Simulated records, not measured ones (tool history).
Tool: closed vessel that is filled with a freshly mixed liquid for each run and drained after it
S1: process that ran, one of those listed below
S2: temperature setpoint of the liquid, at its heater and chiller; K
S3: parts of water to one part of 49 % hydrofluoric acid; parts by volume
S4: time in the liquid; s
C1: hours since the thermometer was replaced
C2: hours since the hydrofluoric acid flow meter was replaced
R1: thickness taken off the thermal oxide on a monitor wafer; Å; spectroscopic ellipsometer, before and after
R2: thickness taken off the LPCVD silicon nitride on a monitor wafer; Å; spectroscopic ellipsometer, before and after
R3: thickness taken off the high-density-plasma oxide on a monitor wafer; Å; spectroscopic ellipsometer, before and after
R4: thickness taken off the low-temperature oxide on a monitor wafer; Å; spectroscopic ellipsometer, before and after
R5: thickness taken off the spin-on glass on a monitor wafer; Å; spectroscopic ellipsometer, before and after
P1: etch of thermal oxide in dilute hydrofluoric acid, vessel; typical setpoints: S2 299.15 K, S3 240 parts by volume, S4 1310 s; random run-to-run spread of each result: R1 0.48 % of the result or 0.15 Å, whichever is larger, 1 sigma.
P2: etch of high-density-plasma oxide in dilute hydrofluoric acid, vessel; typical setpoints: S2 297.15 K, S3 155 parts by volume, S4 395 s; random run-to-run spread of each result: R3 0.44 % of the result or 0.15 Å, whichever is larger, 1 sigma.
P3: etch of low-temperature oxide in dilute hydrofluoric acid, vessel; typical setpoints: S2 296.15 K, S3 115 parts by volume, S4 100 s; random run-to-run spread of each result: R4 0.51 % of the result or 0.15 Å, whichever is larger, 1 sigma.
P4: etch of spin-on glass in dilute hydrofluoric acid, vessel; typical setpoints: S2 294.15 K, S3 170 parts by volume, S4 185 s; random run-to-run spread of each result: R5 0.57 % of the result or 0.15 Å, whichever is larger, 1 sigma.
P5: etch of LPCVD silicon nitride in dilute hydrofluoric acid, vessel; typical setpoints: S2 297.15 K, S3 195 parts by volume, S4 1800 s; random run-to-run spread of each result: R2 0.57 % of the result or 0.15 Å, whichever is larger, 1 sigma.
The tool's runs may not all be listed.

{"run": 1, "hour": 3.5, "S1": "P1", "S2": 299.15, "S3": 240, "S4": 1310, "C1": 371.9, "C2": 1558.8, "R1": 225.76}
{"run": 2, "hour": 9.5, "S1": "P5", "S2": 297.15, "S3": 195, "S4": 3540, "C1": 377.9, "C2": 1564.8, "R2": 90.945}
{"run": 3, "hour": 15.3, "S1": "P2", "S2": 290.15, "S3": 155, "S4": 395, "C1": 383.7, "C2": 1570.6, "R3": 140.52}
{"run": 4, "hour": 20.3, "S1": "P1", "S2": 299.15, "S3": 240, "S4": 1310, "C1": 388.7, "C2": 1575.6, "R1": 224.34}
{"run": 5, "hour": 24.0, "S1": "P3", "S2": 301.65, "S3": 115, "S4": 100, "C1": 392.4, "C2": 1579.3, "R4": 321.35}
{"run": 6, "hour": 29.6, "S1": "P5", "S2": 305.65, "S3": 195, "S4": 1800, "C1": 398.0, "C2": 1584.9, "R2": 79.159}
{"run": 7, "hour": 32.8, "S1": "P1", "S2": 291.15, "S3": 240, "S4": 1310, "C1": 401.2, "C2": 1588.1, "R1": 169.16}
{"run": 8, "hour": 36.9, "S1": "P4", "S2": 294.15, "S3": 170, "S4": 315, "C1": 405.3, "C2": 1592.2, "R5": 758.72}
{"run": 9, "hour": 41.0, "S1": "P4", "S2": 294.15, "S3": 310, "S4": 185, "C1": 409.4, "C2": 1596.3, "R5": 213.61}
{"run": 10, "hour": 45.8, "S1": "P2", "S2": 297.15, "S3": 155, "S4": 655, "C1": 414.2, "C2": 1601.1, "R3": 308.6}
{"run": 11, "hour": 50.0, "S1": "P3", "S2": 296.15, "S3": 165, "S4": 100, "C1": 418.4, "C2": 1605.3, "R4": 171.14}
{"run": 12, "hour": 54.0, "S1": "P4", "S2": 294.15, "S3": 170, "S4": 185, "C1": 422.4, "C2": 1609.3, "R5": 445.75}
{"run": 13, "hour": 59.0, "S1": "P1", "S2": 303.65, "S3": 240, "S4": 1310, "C1": 427.4, "C2": 1614.3, "R1": 264.38}
{"run": 14, "hour": 63.1, "S1": "P2", "S2": 297.15, "S3": 95, "S4": 395, "C1": 431.5, "C2": 1618.4, "R3": 322.33}
{"run": 15, "hour": 66.1, "S1": "P1", "S2": 299.15, "S3": 435, "S4": 1310, "C1": 434.5, "C2": 1621.4, "R1": 103.02}
{"run": 16, "hour": 72.3, "S1": "P3", "S2": 296.15, "S3": 115, "S4": 40, "C1": 440.7, "C2": 1627.6, "R4": 104.64}
{"run": 17, "hour": 76.0, "S1": "P1", "S2": 299.15, "S3": 405, "S4": 150, "C1": 444.4, "C2": 1631.3, "R1": 12.88}
{"run": 18, "hour": 79.1, "S1": "P1", "S2": 306.65, "S3": 395, "S4": 1310, "C1": 447.5, "C2": 1634.4, "R1": 147.79}
{"run": 19, "hour": 85.4, "S1": "P4", "S2": 294.15, "S3": 170, "S4": 185, "C1": 453.8, "C2": 1640.7, "R5": 444.23}
{"run": 20, "hour": 89.7, "S1": "P1", "S2": 299.15, "S3": 240, "S4": 1310, "C1": 458.1, "C2": 1645.0, "R1": 225.21}
{"hour": 93.9, "done": "hydrofluoric acid flow meter replaced"}
{"run": 21, "hour": 96.1, "S1": "P3", "S2": 296.15, "S3": 115, "S4": 100, "C1": 464.5, "C2": 2.2, "R4": 260.13}
{"run": 22, "hour": 101.0, "S1": "P1", "S2": 299.15, "S3": 240, "S4": 1310, "C1": 469.4, "C2": 7.1, "R1": 225.77}
{"run": 23, "hour": 106.8, "S1": "P1", "S2": 304.15, "S3": 80, "S4": 1310, "C1": 475.2, "C2": 12.9, "R1": 992.52}

The next listed run, before its measurement:
{"run": 24, "hour": 110.6, "S1": "P1", "S2": 299.15, "S3": 40, "S4": 1310, "C1": 479.0, "C2": 16.7, "R1": "?"}

Run 24 measured R1 1717.30 Å.

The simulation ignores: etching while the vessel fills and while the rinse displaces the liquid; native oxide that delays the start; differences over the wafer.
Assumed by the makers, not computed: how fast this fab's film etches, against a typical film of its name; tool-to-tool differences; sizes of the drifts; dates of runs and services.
